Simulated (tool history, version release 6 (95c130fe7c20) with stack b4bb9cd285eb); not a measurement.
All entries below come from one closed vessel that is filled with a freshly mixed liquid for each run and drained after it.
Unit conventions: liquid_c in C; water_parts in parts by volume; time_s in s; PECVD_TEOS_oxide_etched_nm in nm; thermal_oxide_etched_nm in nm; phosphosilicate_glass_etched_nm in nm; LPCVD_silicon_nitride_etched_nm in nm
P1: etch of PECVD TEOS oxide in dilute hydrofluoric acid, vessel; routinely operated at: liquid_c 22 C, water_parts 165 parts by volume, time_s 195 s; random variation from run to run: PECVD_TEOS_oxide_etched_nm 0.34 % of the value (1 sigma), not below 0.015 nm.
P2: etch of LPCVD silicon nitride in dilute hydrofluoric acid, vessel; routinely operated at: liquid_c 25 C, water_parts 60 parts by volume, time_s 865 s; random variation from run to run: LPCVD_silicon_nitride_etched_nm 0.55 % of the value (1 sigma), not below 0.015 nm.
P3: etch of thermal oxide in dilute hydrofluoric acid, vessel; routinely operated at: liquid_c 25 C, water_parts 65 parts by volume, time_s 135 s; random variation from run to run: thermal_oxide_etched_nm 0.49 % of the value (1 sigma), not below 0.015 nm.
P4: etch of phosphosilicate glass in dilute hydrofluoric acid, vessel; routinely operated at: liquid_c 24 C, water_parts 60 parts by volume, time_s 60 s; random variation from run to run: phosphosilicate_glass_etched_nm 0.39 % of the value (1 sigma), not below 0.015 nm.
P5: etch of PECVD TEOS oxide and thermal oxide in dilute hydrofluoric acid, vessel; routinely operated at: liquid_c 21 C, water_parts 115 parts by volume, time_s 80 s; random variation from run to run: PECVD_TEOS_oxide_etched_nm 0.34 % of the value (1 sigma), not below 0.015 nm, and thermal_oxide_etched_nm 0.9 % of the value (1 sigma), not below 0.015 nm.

run	hour	process	liquid_c	water_parts	time_s	PECVD_TEOS_oxide_etched_nm	thermal_oxide_etched_nm	phosphosilicate_glass_etched_nm	LPCVD_silicon_nitride_etched_nm
1	5.9	P1	22	165	195	14.783			
2	9.8	P5	21	115	80	10.311	2.9992		
3	13.1	P1	22	165	195	14.792			
4	18.2	P5	21	115	30	3.8877	1.1275		
5	24.4	P3	25	65	135		10.555		
6	27.7	P1	30	165	195	19.889			
7	32.4	P4	17	60	60			126.35	
8	37	P4	24	60	60			169.61	
9	40.8	P2	25	60	865				7.0485
10	45.7	P1	22	165	330	25.04			
11	49.2	P2	25	60	1690				13.602
12	54.3	P4	24	105	60			91.146	
13	58.7	P2	17.5	60	865				4.204
14	63.9	P1	22	165	195	14.774			
15	68.9	P3	25	65	225		17.566		
16	75	P1	22	165	195	14.716			
17	82.1	P3	25	20	135		36.744		
18	89.1	P1	22	165	195	14.844			
19	94.4	P5	17	115	80	8.8174	2.4816		
20	99.2	P1	17	165	195	12.098			
21	105.7	P1	22	165	30	2.2633			
22	108.9	P1	22	165	195	14.82			
23	112.4	P1	22	75	195	35.896			
24	116.4	P1	22	165	195	14.729			
25	122.7	P5	21	210	80	5.1216	1.4505		
# hour 124: thermometer replaced
26	126	P1	22	105	105	13.337			
27	130.4	P3	32	65	135		13.92		
28	135.9	P1	22	290	330	12.591			
29	142.1	P4	24	60	60			169.81	
30	146.7	P4	24	60	105			297.45	
31	153.9	P1	22	275	195	7.896			
32	160.2	P2	25	20	865				20.343
33	165.5	P1	22	165	195	14.764			
34	168.7	P1	22	165	195	15.004			
35	173	P1	22	165	195	15.166			
36	180.2	P1	22	165	195	15.479			
37	183.7	P1	22	165	195	15.403			
38	189.8	P1	22	165	195	15.588			
39	195.2	P1	22	165	195	15.59			
40	198.7	P1	22	165	195	15.662			
41	203.4	P1	22	165	195	15.746			
42	207	P1	22	165	195	15.653			

P1 has crept away from where it was. The log is fitted equally well by each of these 2 causes, at the sizes shown:
A: hydrofluoric acid flow above the setpoint (%) = 5.11
B: liquid hotter than its thermometer reads (K) = 1.53
Creep in the process output first set in at about hour 165.5.

Question marks stand in for the results of the 4 check runs listed below, each run on one wafer. Under which run would the listed causes show clearly different results?
check 1	210.6	P2	25	60	865				?
check 2	210.6	P4	24	60	60			?	
check 3	210.6	P3	25	65	135		?		
check 4	210.6	P5	21	115	80	?	?		

What every check run would give for each of its results, assuming each possible cause in turn:
check	result	if A	if B
check 1	LPCVD_silicon_nitride_etched_nm	7.3939	7.7907
check 2	phosphosilicate_glass_etched_nm	179.01	180.51
check 3	thermal_oxide_etched_nm	11.19	11.272
check 4	PECVD_TEOS_oxide_etched_nm	10.904	10.96
check 4	thermal_oxide_etched_nm	3.1306	3.1467
Smallest distance between any two causes, each pair judged by its most separating result, in per cent: check 1 5.23 %; check 2 0.84 %; check 3 0.73 %; check 4 0.51 %
Check 1 is the one run that separates the causes; every other check would come out nearly the same whichever cause is at work.

After running check 1, the following was obtained: LPCVD_silicon_nitride_etched_nm 7.837 nm. Which cause does this point to?

B is the cause: liquid hotter than its thermometer reads (K).
